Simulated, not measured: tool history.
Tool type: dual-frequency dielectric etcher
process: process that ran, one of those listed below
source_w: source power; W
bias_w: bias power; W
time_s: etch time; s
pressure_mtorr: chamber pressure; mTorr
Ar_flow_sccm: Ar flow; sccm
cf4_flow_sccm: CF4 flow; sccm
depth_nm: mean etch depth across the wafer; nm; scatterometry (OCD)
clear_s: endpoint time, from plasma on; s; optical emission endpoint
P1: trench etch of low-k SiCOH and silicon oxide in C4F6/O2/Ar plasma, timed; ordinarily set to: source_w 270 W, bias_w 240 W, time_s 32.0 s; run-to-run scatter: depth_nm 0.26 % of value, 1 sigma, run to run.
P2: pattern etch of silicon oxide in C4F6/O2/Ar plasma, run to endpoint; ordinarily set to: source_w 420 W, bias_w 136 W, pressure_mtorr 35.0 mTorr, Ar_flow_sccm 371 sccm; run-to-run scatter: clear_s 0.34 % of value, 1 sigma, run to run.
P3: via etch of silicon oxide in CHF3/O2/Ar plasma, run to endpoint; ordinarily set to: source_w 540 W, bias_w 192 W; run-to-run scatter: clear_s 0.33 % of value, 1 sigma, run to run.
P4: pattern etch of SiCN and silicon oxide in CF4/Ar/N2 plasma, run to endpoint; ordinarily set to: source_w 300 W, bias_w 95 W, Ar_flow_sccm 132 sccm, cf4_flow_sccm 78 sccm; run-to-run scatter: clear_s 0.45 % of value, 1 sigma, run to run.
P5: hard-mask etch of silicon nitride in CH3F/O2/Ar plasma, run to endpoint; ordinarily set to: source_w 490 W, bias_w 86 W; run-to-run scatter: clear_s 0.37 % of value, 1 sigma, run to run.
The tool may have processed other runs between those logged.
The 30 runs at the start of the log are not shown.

| run | hour | process | source_w | bias_w | time_s | pressure_mtorr | Ar_flow_sccm | cf4_flow_sccm | hours since the last wet clean | hours since the last source power generator calibration | hours since the last bias power generator calibration | depth_nm | clear_s |
|---|---|---|---|---|---|---|---|---|---|---|---|---|---|
| 31 | 380.3 | P1 | 270 | 240 | 40.0 |  |  |  | 754.8 | 192.2 | 1325.9 | 121.330 |  |
| 32 | 395.6 | P3 | 540 | 267 |  |  |  |  | 770.1 | 207.5 | 1341.2 |  | 320.060 |
| 33 | 406.5 | P1 | 270 | 240 | 32.0 |  |  |  | 781.0 | 218.4 | 1352.1 | 97.104 |  |
| 34 | 415.1 | P1 | 270 | 240 | 32.0 |  |  |  | 789.6 | 227.0 | 1360.7 | 97.336 |  |
| 35 | 428.4 | P1 | 270 | 240 | 32.0 |  |  |  | 802.9 | 240.3 | 1374.0 | 98.232 |  |
| 36 | 445.3 | P1 | 270 | 240 | 32.0 |  |  |  | 819.8 | 257.2 | 1390.9 | 98.308 |  |
| 37 | 455.2 | P1 | 270 | 240 | 32.0 |  |  |  | 829.7 | 267.1 | 1400.8 | 98.429 |  |
| 38 | 463.4 | P1 | 270 | 240 | 32.0 |  |  |  | 837.9 | 275.3 | 1409.0 | 98.738 |  |
| 39 | 476.8 | P1 | 270 | 240 | 32.0 |  |  |  | 851.3 | 288.7 | 1422.4 | 98.373 |  |

Run 40 has not been measured yet. What should we expect?
|  | 483.8 | wet clean of the chamber |
| 40 | 491.6 | P1 | 270 | 240 | 32.0 |  |  |  | 7.8 | 303.5 | 1437.2 | ? |  |

For run 40 the tool returned depth_nm 98.587 nm.

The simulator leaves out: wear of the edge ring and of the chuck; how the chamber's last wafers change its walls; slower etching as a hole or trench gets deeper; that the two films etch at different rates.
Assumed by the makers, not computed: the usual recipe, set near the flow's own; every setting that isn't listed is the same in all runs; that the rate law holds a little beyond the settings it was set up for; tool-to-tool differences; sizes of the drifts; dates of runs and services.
